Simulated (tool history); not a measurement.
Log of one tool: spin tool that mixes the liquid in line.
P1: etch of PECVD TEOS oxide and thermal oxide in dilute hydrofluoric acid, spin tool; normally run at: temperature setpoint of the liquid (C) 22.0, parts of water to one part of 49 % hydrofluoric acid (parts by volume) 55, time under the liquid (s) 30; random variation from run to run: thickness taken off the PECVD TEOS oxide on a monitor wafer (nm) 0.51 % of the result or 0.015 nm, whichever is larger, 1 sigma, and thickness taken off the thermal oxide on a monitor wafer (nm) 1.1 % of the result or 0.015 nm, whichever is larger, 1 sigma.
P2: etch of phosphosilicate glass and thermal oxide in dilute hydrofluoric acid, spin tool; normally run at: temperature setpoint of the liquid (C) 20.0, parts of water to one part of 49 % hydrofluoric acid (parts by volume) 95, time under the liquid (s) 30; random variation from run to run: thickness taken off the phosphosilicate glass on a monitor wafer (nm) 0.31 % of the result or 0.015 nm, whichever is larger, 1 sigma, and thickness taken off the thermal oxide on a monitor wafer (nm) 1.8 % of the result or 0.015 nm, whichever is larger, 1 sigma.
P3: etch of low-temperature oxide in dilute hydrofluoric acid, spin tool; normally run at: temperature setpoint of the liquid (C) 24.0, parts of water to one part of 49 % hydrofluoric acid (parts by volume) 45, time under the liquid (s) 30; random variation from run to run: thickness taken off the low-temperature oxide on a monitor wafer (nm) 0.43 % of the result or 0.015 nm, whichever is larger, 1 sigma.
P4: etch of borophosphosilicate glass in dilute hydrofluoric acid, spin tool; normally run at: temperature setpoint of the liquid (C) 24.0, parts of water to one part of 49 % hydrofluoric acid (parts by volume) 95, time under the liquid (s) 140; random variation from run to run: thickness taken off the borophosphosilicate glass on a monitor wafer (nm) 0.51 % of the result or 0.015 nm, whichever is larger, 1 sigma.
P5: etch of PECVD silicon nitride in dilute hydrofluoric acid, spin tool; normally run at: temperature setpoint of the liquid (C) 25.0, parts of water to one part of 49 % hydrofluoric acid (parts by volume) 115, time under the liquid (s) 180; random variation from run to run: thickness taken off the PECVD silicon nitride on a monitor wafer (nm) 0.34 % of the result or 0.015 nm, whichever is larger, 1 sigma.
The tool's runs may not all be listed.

run	day	process that ran	temperature setpoint of the liquid (C)	parts of water to one part of 49 % hydrofluoric acid (parts by volume)	time under the liquid (s)	hours since the thermometer was replaced	hours since the hydrofluoric acid flow meter was replaced	thickness taken off the PECVD TEOS oxide on a monitor wafer (nm)	thickness taken off the thermal oxide on a monitor wafer (nm)	thickness taken off the PECVD silicon nitride on a monitor wafer (nm)	thickness taken off the phosphosilicate glass on a monitor wafer (nm)	thickness taken off the low-temperature oxide on a monitor wafer (nm)	thickness taken off the borophosphosilicate glass on a monitor wafer (nm)
1	0.392	P1	22.0	55	30	1431.4	1358.2	6.5181	2.44250				
2	0.621	P5	25.0	115	180	1436.9	1363.7			7.9774			
3	0.958	P5	25.0	190	180	1445.0	1371.8			4.8281			
4	1.358	P1	22.0	55	60	1454.6	1381.4	12.9090	4.82620				
5	1.712	P2	20.0	140	30	1463.1	1389.9		0.88541		22.771		
6	2.133	P3	24.0	45	30	1473.2	1400.0					14.745	
7	2.371	P5	25.0	115	95	1478.9	1405.7			4.1870			
8	2.642	P1	22.0	55	30	1485.4	1412.2	6.4929	2.41000				
9	2.950	P5	25.0	115	180	1492.8	1419.6			8.0059			
10	3.388	P1	22.0	100	30	1503.3	1430.1	3.3749	1.29300				
11	3.750	P3	24.0	25	30	1512.0	1438.8					27.354	
12	4.158	P1	22.0	55	15	1521.8	1448.6	3.2053	1.21410				
13	4.454	P2	20.0	95	30	1528.9	1455.7		1.35110		35.328		
14	4.738	P5	31.0	115	180	1535.7	1462.5			11.6490			
# day 5.033: hydrofluoric acid flow meter replaced
15	5.054	P4	24.0	95	140	1543.3	0.5						54.7540
16	5.425	P3	28.0	45	30	1552.2	9.4					17.433	
17	5.867	P1	22.0	55	30	1562.8	20.0	6.4552	2.45910				
18	6.071	P1	29.5	55	30	1567.7	24.9	8.7459	3.23060				
19	6.279	P3	24.0	45	50	1572.7	29.9					24.586	
# day 6.538: thermometer replaced
20	6.642	P4	24.0	95	140	2.5	38.6						53.8470
21	7.029	P2	20.0	95	30	11.8	47.9		1.34600		35.097		
22	7.442	P1	22.0	20	15	21.7	57.8	9.2947	3.53080				
23	7.788	P2	20.0	95	60	30.0	66.1		2.70020		70.461		
24	8.229	P1	17.0	55	30	40.6	76.7	5.1969	1.95740				
25	8.646	P1	22.0	55	30	50.6	86.7	6.4651	2.44260				
26	9.017	P1	22.0	75	15	59.5	95.6	2.3044	0.88950				
27	9.212	P1	22.0	20	15	64.2	100.3	9.2318	3.43310				
28	9.525	P4	24.0	95	15	71.7	107.8						5.8485
29	9.754	P1	22.0	55	30	77.2	113.3	6.4428	2.48340				
30	9.983	P1	22.0	20	30	82.7	118.8	18.4730	6.94540				
31	10.304	P3	24.0	45	30	90.4	126.5					14.821	
32	10.696	P4	24.0	140	140	99.8	135.9						34.8340
33	10.942	P1	22.0	55	30	105.7	141.8	6.4878	2.40030				
34	11.246	P2	27.0	95	30	113.0	149.1		1.81370		46.437		
35	11.462	P4	19.0	95	140	118.2	154.3						44.3160
36	11.729	P1	22.0	55	30	124.6	160.7	6.4650	2.43770				
37	12.179	P1	22.0	55	30	135.4	171.5	6.1830	2.33750				
38	12.538	P1	22.0	55	30	144.0	180.1	6.0038	2.30000				
39	12.842	P1	22.0	55	30	151.3	187.4	6.0090	2.24220				
40	13.083	P1	22.0	55	30	157.1	193.2	5.9980	2.25680				
41	13.283	P1	22.0	55	30	161.9	198.0	5.9133	2.22930				
42	13.712	P1	22.0	55	30	172.2	208.3	5.9146	2.23950				
43	13.917	P1	22.0	55	30	177.1	213.2	5.8585	2.21890				
44	14.250	P1	22.0	55	30	185.1	221.2	5.8340	2.23160				
45	14.583	P1	22.0	55	30	193.1	229.2	5.9295	2.19310				
46	14.783	P1	22.0	55	30	197.9	234.0	5.8836	2.20550				

What P1 gives has crept away from where it was. These 2 causes fit the log equally well, each at the size given:
A: hydrofluoric acid flow below the setpoint (%) = 8.43
B: liquid colder than its thermometer reads (K) = 2.25
The creep began at about day 11.729.

4 check runs are offered, one wafer each, their results left as question marks. Which one tells the causes apart?
check 1	14.983	P2	20.0	95	30				?		?		
check 2	14.983	P4	24.0	95	140								?
check 3	14.983	P5	25.0	115	180					?			
check 4	14.983	P3	24.0	45	30							?	

What each check would give under each cause:
check	result	if A	if B
check 1	thickness taken off the thermal oxide on a monitor wafer (nm)	1.21380	1.21900
check 1	thickness taken off the phosphosilicate glass on a monitor wafer (nm)	31.961	32.097
check 2	thickness taken off the borophosphosilicate glass on a monitor wafer (nm)	49.2110	49.6310
check 3	thickness taken off the PECVD silicon nitride on a monitor wafer (nm)	7.3123	6.8857
check 4	thickness taken off the low-temperature oxide on a monitor wafer (nm)	13.517	13.513
How far apart the two closest causes lie, in the result that separates them most: check 1 0.42 %; check 2 0.85 %; check 3 6.01 %; check 4 0.03 %
Check 3 tells the causes apart: in the others they would give nearly the same result.

Then check 3 was run and gave: thickness taken off the PECVD silicon nitride on a monitor wafer (nm) 7.3151. Which cause is it?

It is A: hydrofluoric acid flow below the setpoint (%).
